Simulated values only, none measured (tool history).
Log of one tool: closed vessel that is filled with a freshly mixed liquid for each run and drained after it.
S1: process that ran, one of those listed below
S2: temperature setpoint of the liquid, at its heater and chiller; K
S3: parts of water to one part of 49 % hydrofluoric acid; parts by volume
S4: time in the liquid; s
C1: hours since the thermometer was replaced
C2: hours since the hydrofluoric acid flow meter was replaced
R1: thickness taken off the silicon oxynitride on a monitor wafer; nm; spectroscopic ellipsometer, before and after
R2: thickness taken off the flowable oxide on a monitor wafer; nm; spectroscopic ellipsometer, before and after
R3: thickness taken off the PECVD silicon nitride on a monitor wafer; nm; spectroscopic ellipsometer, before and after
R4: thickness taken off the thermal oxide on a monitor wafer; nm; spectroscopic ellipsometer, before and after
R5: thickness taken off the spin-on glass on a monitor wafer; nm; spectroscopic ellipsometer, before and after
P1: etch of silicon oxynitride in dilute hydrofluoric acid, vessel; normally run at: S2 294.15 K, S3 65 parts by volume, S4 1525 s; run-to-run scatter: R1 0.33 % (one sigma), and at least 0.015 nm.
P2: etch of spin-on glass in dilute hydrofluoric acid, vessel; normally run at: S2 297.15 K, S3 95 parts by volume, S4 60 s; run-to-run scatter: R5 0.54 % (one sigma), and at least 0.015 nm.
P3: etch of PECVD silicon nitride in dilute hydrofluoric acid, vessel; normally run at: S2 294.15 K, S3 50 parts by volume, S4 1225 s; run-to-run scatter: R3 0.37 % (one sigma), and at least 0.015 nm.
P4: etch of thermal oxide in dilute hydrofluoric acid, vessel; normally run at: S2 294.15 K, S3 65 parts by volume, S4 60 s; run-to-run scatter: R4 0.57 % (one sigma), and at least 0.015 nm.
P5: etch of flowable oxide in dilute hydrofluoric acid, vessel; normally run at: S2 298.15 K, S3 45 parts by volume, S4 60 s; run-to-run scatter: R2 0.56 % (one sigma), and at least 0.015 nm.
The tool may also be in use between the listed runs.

run   hour  S1      S2  S3    S4     C1      C2      R1      R2      R3      R4      R5
  1   11.8  P1  294.15  65  1525  270.4  1497.4  57.379
  2   27.4  P1  294.15  95  1525    286    1513  38.794
  3   35.3  P1  294.15  65   495  293.9  1520.9   18.67
  4   46.1  P1  294.15  65  3005  304.7  1531.7  113.37
  5   58.6  P1  294.15  65  1525  317.2  1544.2  57.671
  6   68.6  P1  294.15  65  1525  327.2  1554.2   57.53
  7     79  P5  298.15  45    60  337.6  1564.6          61.125
  8   89.9  P1  294.15  65  1525  348.5  1575.5  57.585
  9  100.6  P3  294.15  50  1225  359.2  1586.2                  33.516
 10  109.3  P4  294.15  20    60  367.9  1594.9                          14.072
 11  124.3  P1  298.65  65  1525  382.9  1609.9  71.632
 12  134.4  P1  300.65  65  2225    393    1620  114.49
 13  150.3  P5  298.15  20    60  408.9  1635.9          144.38
 14  164.9  P5  298.15  45    30  423.5  1650.5          30.981
 15  179.9  P5  298.15  45    60  438.5  1665.5          61.858
 16  190.8  P1  294.15  30  1525  449.4  1676.4  127.74
 17  202.3  P5  304.15  45    60  460.9  1687.9          78.599
 18  218.5  P4  294.15  65    60  477.1  1704.1                          4.1628
 19  232.2  P1  290.15  65  1525  490.8  1717.8  47.566
 20  246.8  P3  299.15  50  1225  505.4  1732.4                  47.378
 21  259.2  P1  294.15  65  1525  517.8  1744.8   57.63
 22  271.2  P3  294.15  80  1225  529.8  1756.8                   21.18
 23  278.7  P3  294.15  50  1225  537.3  1764.3                  33.678
 24    294  P2  297.15  95    30  552.6  1779.6                                  8.6358
 25  304.9  P4  294.15  65    30  563.5  1790.5                          2.0582
     313.5  -- thermometer replaced
 26  321.3  P4  294.15  65    60    7.9  1806.9                          4.0786
 27  331.2  P2  297.15  20    60   17.8  1816.8                                  89.859
 28  343.5  P3  294.15  50  2325   30.1  1829.1                   63.79
 29  352.8  P2  297.15  95    60   39.4  1838.4                                  17.374
 30  362.3  P2  290.15  95    60   48.9  1847.9                                  12.941
 31  370.2  P4  299.15  65    60   56.8  1855.8                          5.0524
 32  382.1  P1  294.15  65  1525   68.7  1867.7  57.609
 33  389.8  P1  294.15  65  1525   76.4  1875.4   59.03
 34    406  P1  294.15  65  1525   92.6  1891.6  60.069
 35  415.2  P1  294.15  65  1525  101.8  1900.8  61.109
 36  422.8  P1  294.15  65  1525  109.4  1908.4  61.471
 37  431.6  P1  294.15  65  1525  118.2  1917.2  61.312
 38  443.8  P1  294.15  65  1525  130.4  1929.4  61.719
 39  458.6  P1  294.15  65  1525  145.2  1944.2  61.538
 40    469  P1  294.15  65  1525  155.6  1954.6   62.56
 41  485.3  P1  294.15  65  1525  171.9  1970.9  61.972
 42    494  P1  294.15  65  1525  180.6  1979.6  62.121

What P1 gives has crept away from where it was. These 2 causes fit the log equally well, each at the size given:
A: hydrofluoric acid flow above the setpoint (%) = 7.57
B: liquid hotter than its thermometer reads (K) = 1.56
The creep began at about hour 382.1.

4 check runs are offered, one wafer each, their results left as question marks. Which one tells the causes apart?
check 1  502.7  P4  298.15  20    60                       ?
check 2  502.7  P2  290.15  20    60                           ?
check 3  502.7  P3  294.15  50  2250                   ?
check 4  502.7  P5  298.15  20    30               ?

What each check would give under each cause:
  check  result    if A    if B
check 1      R4  18.043  17.862
check 2      R5  71.561  71.149
check 3      R3  66.289  68.712
check 4      R2  77.315   76.54
How far apart the two closest causes lie, in the result that separates them most: check 1 1.01 %; check 2 0.58 %; check 3 3.59 %; check 4 1.01 %
Check 3 tells the causes apart: in the others they would give nearly the same result.

Check 3 was then run and gave: R3 68.51 nm. Which cause is it?

It is B: liquid hotter than its thermometer reads (K).

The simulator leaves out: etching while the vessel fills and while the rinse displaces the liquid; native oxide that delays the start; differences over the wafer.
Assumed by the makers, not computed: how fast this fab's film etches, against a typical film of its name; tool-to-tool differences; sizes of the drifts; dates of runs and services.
